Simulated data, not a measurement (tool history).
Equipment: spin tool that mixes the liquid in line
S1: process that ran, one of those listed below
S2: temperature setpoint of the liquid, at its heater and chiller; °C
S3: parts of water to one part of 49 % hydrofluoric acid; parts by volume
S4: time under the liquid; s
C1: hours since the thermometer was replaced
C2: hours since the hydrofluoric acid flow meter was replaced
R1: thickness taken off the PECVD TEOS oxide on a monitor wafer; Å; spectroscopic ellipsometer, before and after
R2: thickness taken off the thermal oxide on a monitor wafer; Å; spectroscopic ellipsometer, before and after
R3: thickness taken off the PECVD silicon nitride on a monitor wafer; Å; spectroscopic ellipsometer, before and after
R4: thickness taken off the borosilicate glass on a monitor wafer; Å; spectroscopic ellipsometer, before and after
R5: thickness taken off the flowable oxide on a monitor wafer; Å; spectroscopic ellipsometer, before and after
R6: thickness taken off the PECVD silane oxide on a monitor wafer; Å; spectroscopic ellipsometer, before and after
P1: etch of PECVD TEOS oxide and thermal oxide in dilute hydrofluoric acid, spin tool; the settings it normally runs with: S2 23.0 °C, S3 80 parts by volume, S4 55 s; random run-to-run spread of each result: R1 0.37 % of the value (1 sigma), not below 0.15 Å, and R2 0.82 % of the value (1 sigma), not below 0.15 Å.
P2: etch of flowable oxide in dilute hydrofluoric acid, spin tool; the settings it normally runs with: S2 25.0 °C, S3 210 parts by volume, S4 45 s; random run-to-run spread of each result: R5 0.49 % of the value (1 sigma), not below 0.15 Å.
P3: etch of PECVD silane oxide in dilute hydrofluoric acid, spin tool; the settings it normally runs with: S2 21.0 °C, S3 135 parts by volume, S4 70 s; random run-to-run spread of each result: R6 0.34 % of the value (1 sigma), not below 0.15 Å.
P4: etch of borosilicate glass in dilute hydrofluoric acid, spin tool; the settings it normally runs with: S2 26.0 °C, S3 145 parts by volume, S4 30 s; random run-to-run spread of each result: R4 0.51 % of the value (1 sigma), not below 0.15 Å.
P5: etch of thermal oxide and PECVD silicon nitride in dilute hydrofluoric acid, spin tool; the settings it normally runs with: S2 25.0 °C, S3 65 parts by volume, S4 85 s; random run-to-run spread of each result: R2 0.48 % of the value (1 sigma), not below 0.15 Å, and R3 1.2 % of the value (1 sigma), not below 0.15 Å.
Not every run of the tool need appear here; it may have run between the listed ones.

run 1 hour=5.2 | S1=P1 S2=23.0 S3=80 S4=55 | C1=436.0 C2=246.6 | R1=92.050 R2=32.7620
run 2 hour=11.2 | S1=P5 S2=31.0 S3=65 S4=85 | C1=442.0 C2=252.6 | R2=79.9990 R3=34.9260
run 3 hour=16.6 | S1=P1 S2=23.0 S3=80 S4=55 | C1=447.4 C2=258.0 | R1=91.326 R2=33.0810
run 4 hour=22.9 | S1=P1 S2=23.0 S3=80 S4=55 | C1=453.7 C2=264.3 | R1=91.453 R2=32.6420
run 5 hour=27.0 | S1=P1 S2=23.0 S3=140 S4=55 | C1=457.8 C2=268.4 | R1=48.895 R2=17.5620
run 6 hour=33.5 | S1=P1 S2=23.0 S3=80 S4=55 | C1=464.3 C2=274.9 | R1=91.465 R2=32.8070
run 7 hour=40.9 | S1=P4 S2=26.0 S3=200 S4=30 | C1=471.7 C2=282.3 | R4=68.724
run 8 hour=47.9 | S1=P2 S2=25.0 S3=35 S4=45 | C1=478.7 C2=289.3 | R5=386.740
run 9 hour=53.0 | S1=P5 S2=25.0 S3=65 S4=30 | C1=483.8 C2=294.4 | R2=22.2860 R3=8.4256
run 10 hour=56.6 | S1=P4 S2=26.0 S3=145 S4=30 | C1=487.4 C2=298.0 | R4=101.160
run 11 hour=62.7 | S1=P5 S2=25.0 S3=115 S4=85 | C1=493.5 C2=304.1 | R2=33.7430 R3=13.5250
run 12 hour=67.6 | S1=P1 S2=17.0 S3=80 S4=55 | C1=498.4 C2=309.0 | R1=71.921 R2=26.0610
run 13 hour=73.8 | S1=P1 S2=23.0 S3=80 S4=55 | C1=504.6 C2=315.2 | R1=91.534 R2=32.7200
run 14 hour=80.4 | S1=P1 S2=23.0 S3=80 S4=15 | C1=511.2 C2=321.8 | R1=24.698 R2=9.1018
run 15 hour=87.2 | S1=P4 S2=26.0 S3=145 S4=15 | C1=518.0 C2=328.6 | R4=50.777
run 16 hour=92.8 | S1=P2 S2=25.0 S3=210 S4=45 | C1=523.6 C2=334.2 | R5=51.597
run 17 hour=99.0 | S1=P3 S2=21.0 S3=135 S4=70 | C1=529.8 C2=340.4 | R6=66.841
run 18 hour=102.9 | S1=P3 S2=21.0 S3=135 S4=40 | C1=533.7 C2=344.3 | R6=38.373
run 19 hour=108.4 | S1=P3 S2=26.5 S3=135 S4=70 | C1=539.2 C2=349.8 | R6=82.896
run 20 hour=114.5 | S1=P1 S2=28.5 S3=80 S4=55 | C1=545.3 C2=355.9 | R1=113.010 R2=41.0440
run 21 hour=120.0 | S1=P1 S2=23.0 S3=80 S4=55 | C1=550.8 C2=361.4 | R1=91.241 R2=32.8400
run 22 hour=127.5 | S1=P3 S2=21.0 S3=25 S4=70 | C1=558.3 C2=368.9 | R6=411.760
run 23 hour=132.2 | S1=P2 S2=30.0 S3=210 S4=45 | C1=563.0 C2=373.6 | R5=61.250
run 24 hour=138.4 | S1=P1 S2=23.0 S3=30 S4=95 | C1=569.2 C2=379.8 | R1=448.950 R2=159.8100
run 25 hour=144.1 | S1=P1 S2=23.0 S3=80 S4=95 | C1=574.9 C2=385.5 | R1=157.610 R2=56.8770
run 26 hour=149.0 | S1=P4 S2=18.0 S3=145 S4=30 | C1=579.8 C2=390.4 | R4=74.706
run 27 hour=153.1 | S1=P1 S2=23.0 S3=25 S4=55 | C1=583.9 C2=394.5 | R1=315.720 R2=113.0100
run 28 hour=158.7 | S1=P1 S2=29.0 S3=80 S4=100 | C1=589.5 C2=400.1 | R1=210.270 R2=75.9450
run 29 hour=163.8 | S1=P5 S2=25.0 S3=65 S4=85 | C1=594.6 C2=405.2 | R2=63.5330 R3=24.1460
run 30 hour=167.8 | S1=P1 S2=23.0 S3=45 S4=15 | C1=598.6 C2=409.2 | R1=46.288 R2=16.7870
run 31 hour=173.6 | S1=P2 S2=25.0 S3=210 S4=15 | C1=604.4 C2=415.0 | R5=17.082
run 32 hour=177.7 | S1=P1 S2=23.0 S3=80 S4=55 | C1=608.5 C2=419.1 | R1=92.038 R2=33.2060
run 33 hour=181.8 | S1=P1 S2=23.0 S3=80 S4=55 | C1=612.6 C2=423.2 | R1=95.719 R2=34.3360
run 34 hour=189.0 | S1=P1 S2=23.0 S3=80 S4=55 | C1=619.8 C2=430.4 | R1=99.074 R2=36.3190
run 35 hour=192.9 | S1=P1 S2=23.0 S3=80 S4=55 | C1=623.7 C2=434.3 | R1=100.640 R2=36.1930
run 36 hour=196.6 | S1=P1 S2=23.0 S3=80 S4=55 | C1=627.4 C2=438.0 | R1=100.860 R2=36.1200
run 37 hour=201.2 | S1=P1 S2=23.0 S3=80 S4=55 | C1=632.0 C2=442.6 | R1=99.956 R2=36.2330
run 38 hour=205.4 | S1=P1 S2=23.0 S3=80 S4=55 | C1=636.2 C2=446.8 | R1=101.170 R2=36.4230

What P1 gives has crept away from where it was. These 2 causes fit the log equally well, each at the size given:
A: liquid hotter than its thermometer reads (K) = 2.45
B: hydrofluoric acid flow above the setpoint (%) = 9.37
The process output started creeping at around hour 177.7.

Of the 4 check runs below, each run on 3 wafers with the results averaged and each result still a question mark, which one would tell the listed causes apart?
run check 1 hour=209.6 | S1=P3 S2=21.0 S3=70 S4=70 | R6=?
run check 2 hour=209.6 | S1=P5 S2=30.0 S3=100 S4=85 | R2=? R3=?
run check 3 hour=209.6 | S1=P2 S2=25.0 S3=50 S4=15 | R5=?
run check 4 hour=209.6 | S1=P4 S2=18.5 S3=145 S4=30 | R4=?

What each check would give under each cause:
check=check_1 result=R6 if_A=153.820 if_B=153.220
check=check_2 result=R2 if_A=51.9930 if_B=52.5670
check=check_2 result=R3 if_A=24.9530 if_B=23.4490
check=check_3 result=R5 if_A=96.622 if_B=96.261
check=check_4 result=R4 if_A=83.226 if_B=83.572
Smallest distance between any two causes, each pair judged by its most separating result, in per cent: check 1 0.39 %; check 2 6.22 %; check 3 0.37 %; check 4 0.41 %
The other checks would show nearly matching results whichever cause is true, so check 2 is the only one that separates the causes.

Check 2 was then run and gave: R2 52.2470 Å; R3 25.1040 Å. Which cause is it?

A is the cause: liquid hotter than its thermometer reads (K).

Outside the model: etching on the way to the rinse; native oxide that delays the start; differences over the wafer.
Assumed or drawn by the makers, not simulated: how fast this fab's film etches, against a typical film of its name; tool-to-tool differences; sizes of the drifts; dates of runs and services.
